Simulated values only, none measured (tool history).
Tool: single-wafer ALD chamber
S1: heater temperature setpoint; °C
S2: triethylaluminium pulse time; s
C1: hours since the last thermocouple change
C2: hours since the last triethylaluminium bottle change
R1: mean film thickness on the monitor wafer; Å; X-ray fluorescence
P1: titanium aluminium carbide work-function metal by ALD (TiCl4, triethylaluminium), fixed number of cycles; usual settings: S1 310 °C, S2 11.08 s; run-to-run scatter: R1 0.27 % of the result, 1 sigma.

{"run": 1, "hour": 3.4, "S1": 310, "S2": 11.08, "C1": 299.2, "C2": 1143.3, "R1": 21.539}
{"run": 2, "hour": 7.1, "S1": 286, "S2": 11.08, "C1": 302.9, "C2": 1147.0, "R1": 19.494}
{"run": 3, "hour": 10.4, "S1": 310, "S2": 3.88, "C1": 306.2, "C2": 1150.3, "R1": 16.295}
{"run": 4, "hour": 13.9, "S1": 310, "S2": 18.24, "C1": 309.7, "C2": 1153.8, "R1": 22.16}
{"run": 5, "hour": 16.5, "S1": 321, "S2": 11.08, "C1": 312.3, "C2": 1156.4, "R1": 22.713}
{"run": 6, "hour": 20.6, "S1": 310, "S2": 11.08, "C1": 316.4, "C2": 1160.5, "R1": 21.683}
{"run": 7, "hour": 23.1, "S1": 310, "S2": 11.08, "C1": 318.9, "C2": 1163.0, "R1": 21.704}
{"run": 8, "hour": 25.1, "S1": 310, "S2": 11.08, "C1": 320.9, "C2": 1165.0, "R1": 21.589}
{"run": 9, "hour": 28.5, "S1": 294, "S2": 16.06, "C1": 324.3, "C2": 1168.4, "R1": 20.581}
{"run": 10, "hour": 31.1, "S1": 310, "S2": 11.08, "C1": 326.9, "C2": 1171.0, "R1": 21.641}
{"run": 11, "hour": 35.4, "S1": 310, "S2": 11.08, "C1": 331.2, "C2": 1175.3, "R1": 21.701}
{"run": 12, "hour": 39.1, "S1": 310, "S2": 11.08, "C1": 334.9, "C2": 1179.0, "R1": 21.384}
{"run": 13, "hour": 42.3, "S1": 310, "S2": 11.08, "C1": 338.1, "C2": 1182.2, "R1": 21.395}
{"run": 14, "hour": 45.8, "S1": 310, "S2": 11.08, "C1": 341.6, "C2": 1185.7, "R1": 21.334}
{"run": 15, "hour": 50.0, "S1": 310, "S2": 11.08, "C1": 345.8, "C2": 1189.9, "R1": 21.325}
{"run": 16, "hour": 52.4, "S1": 310, "S2": 11.08, "C1": 348.2, "C2": 1192.3, "R1": 21.279}
{"run": 17, "hour": 55.7, "S1": 310, "S2": 11.08, "C1": 351.5, "C2": 1195.6, "R1": 21.066}
{"run": 18, "hour": 58.7, "S1": 310, "S2": 11.08, "C1": 354.5, "C2": 1198.6, "R1": 21.181}

What P1 gives has crept away from where it was. These 2 causes fit the log equally well, each at the size given:
A: wafer temperature below the value expected at the setpoint (K) = 5.11
B: triethylaluminium dose below that of a fresh bottle (%) = 17.6
The creep began at about hour 35.4.

4 check runs are offered, one wafer each, their results left as question marks. Which one tells the causes apart?
{"run": "check 1", "hour": 61.7, "S1": 310, "S2": 5.77, "R1": "?"}
{"run": "check 2", "hour": 61.7, "S1": 290, "S2": 11.08, "R1": "?"}
{"run": "check 3", "hour": 61.7, "S1": 319, "S2": 11.08, "R1": "?"}
{"run": "check 4", "hour": 61.7, "S1": 294, "S2": 11.08, "R1": "?"}

What each check would give under each cause:
check=check_1 result=R1 if_A=18.702 if_B=17.841
check=check_2 result=R1 if_A=19.395 if_B=19.424
check=check_3 result=R1 if_A=22.007 if_B=21.991
check=check_4 result=R1 if_A=19.751 if_B=19.774
How far apart the two closest causes lie, in the result that separates them most: check 1 4.71 %; check 2 0.15 %; check 3 0.07 %; check 4 0.12 %
Check 1 tells the causes apart: in the others they would give nearly the same result.

Check 1 was then run and gave: R1 18.723 Å. Which cause is it?

It is A: wafer temperature below the value expected at the setpoint (K).
